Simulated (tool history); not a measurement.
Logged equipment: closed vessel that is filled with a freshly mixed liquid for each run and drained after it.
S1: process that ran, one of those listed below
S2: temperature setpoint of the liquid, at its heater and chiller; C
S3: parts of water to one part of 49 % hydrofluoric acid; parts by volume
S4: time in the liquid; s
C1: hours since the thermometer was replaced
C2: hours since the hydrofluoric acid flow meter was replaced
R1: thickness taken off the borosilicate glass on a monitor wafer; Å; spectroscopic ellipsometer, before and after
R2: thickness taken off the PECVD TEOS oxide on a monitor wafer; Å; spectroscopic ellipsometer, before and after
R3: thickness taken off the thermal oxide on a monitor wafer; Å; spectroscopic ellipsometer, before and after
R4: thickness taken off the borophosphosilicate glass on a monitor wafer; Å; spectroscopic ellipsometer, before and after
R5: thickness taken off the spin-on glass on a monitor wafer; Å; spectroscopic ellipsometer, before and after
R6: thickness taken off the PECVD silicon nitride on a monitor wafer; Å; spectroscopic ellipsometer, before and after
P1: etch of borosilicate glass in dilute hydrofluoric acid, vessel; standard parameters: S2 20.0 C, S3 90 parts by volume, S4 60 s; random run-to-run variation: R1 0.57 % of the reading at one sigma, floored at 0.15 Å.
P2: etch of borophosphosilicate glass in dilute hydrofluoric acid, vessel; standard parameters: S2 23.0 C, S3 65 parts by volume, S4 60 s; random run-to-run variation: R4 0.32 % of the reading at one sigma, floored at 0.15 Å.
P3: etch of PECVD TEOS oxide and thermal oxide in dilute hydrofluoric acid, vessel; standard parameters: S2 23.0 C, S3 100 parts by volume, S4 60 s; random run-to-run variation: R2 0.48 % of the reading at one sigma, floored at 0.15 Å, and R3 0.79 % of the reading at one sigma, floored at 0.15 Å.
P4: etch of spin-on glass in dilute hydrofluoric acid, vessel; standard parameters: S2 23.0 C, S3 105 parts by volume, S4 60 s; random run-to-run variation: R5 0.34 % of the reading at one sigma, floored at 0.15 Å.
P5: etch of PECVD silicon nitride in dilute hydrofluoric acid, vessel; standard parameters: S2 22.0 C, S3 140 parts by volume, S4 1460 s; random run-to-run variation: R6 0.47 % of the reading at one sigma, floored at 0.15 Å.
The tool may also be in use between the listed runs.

run 1 day=0.221 | S1=P1 S2=20.0 S3=90 S4=60 | C1=1935.5 C2=197.0 | R1=150.220
run 2 day=0.412 | S1=P3 S2=23.0 S3=100 S4=60 | C1=1940.1 C2=201.6 | R2=64.046 R3=28.572
run 3 day=0.542 | S1=P1 S2=17.0 S3=90 S4=60 | C1=1943.2 C2=204.7 | R1=131.280
run 4 day=0.746 | S1=P1 S2=20.0 S3=90 S4=30 | C1=1948.1 C2=209.6 | R1=74.772
run 5 day=1.004 | S1=P3 S2=23.0 S3=100 S4=30 | C1=1954.3 C2=215.8 | R2=31.895 R3=14.573
run 6 day=1.158 | S1=P2 S2=23.0 S3=65 S4=60 | C1=1958.0 C2=219.5 | R4=403.39
run 7 day=1.367 | S1=P2 S2=23.0 S3=65 S4=120 | C1=1963.0 C2=224.5 | R4=808.39
run 8 day=1.512 | S1=P3 S2=23.0 S3=100 S4=60 | C1=1966.5 C2=228.0 | R2=63.140 R3=28.469
run 9 day=1.667 | S1=P4 S2=31.0 S3=105 S4=60 | C1=1970.2 C2=231.7 | R5=246.99
run 10 day=1.912 | S1=P1 S2=20.0 S3=90 S4=105 | C1=1976.1 C2=237.6 | R1=261.640
run 11 day=2.154 | S1=P1 S2=20.0 S3=90 S4=60 | C1=1981.9 C2=243.4 | R1=148.040
run 12 day=2.288 | S1=P4 S2=23.0 S3=105 S4=60 | C1=1985.1 C2=246.6 | R5=182.27
run 13 day=2.462 | S1=P1 S2=20.0 S3=90 S4=60 | C1=1989.3 C2=250.8 | R1=149.650
run 14 day=2.667 | S1=P2 S2=28.0 S3=65 S4=60 | C1=1994.2 C2=255.7 | R4=495.41
run 15 day=2.912 | S1=P1 S2=20.0 S3=160 S4=60 | C1=2000.1 C2=261.6 | R1=78.494
run 16 day=3.033 | S1=P1 S2=17.0 S3=30 S4=60 | C1=2003.0 C2=264.5 | R1=424.750
run 17 day=3.212 | S1=P1 S2=20.0 S3=90 S4=60 | C1=2007.3 C2=268.8 | R1=148.230
run 18 day=3.471 | S1=P5 S2=22.0 S3=140 S4=30 | C1=2013.5 C2=275.0 | R6=5.7157
run 19 day=3.642 | S1=P5 S2=22.0 S3=60 S4=1460 | C1=2017.6 C2=279.1 | R6=603.1900
run 20 day=3.762 | S1=P5 S2=26.5 S3=140 S4=1460 | C1=2020.5 C2=282.0 | R6=351.9400
run 21 day=4.017 | S1=P2 S2=23.0 S3=65 S4=60 | C1=2026.6 C2=288.1 | R4=408.11
run 22 day=4.229 | S1=P1 S2=26.5 S3=90 S4=60 | C1=2031.7 C2=293.2 | R1=192.770

Run 23, settings as shown, results not yet in. Your forecast:
run 23 day=4.388 | S1=P5 S2=22.0 S3=140 S4=1460 | C1=2035.5 C2=297.0 | R6=?

R6: 261.6500 Å
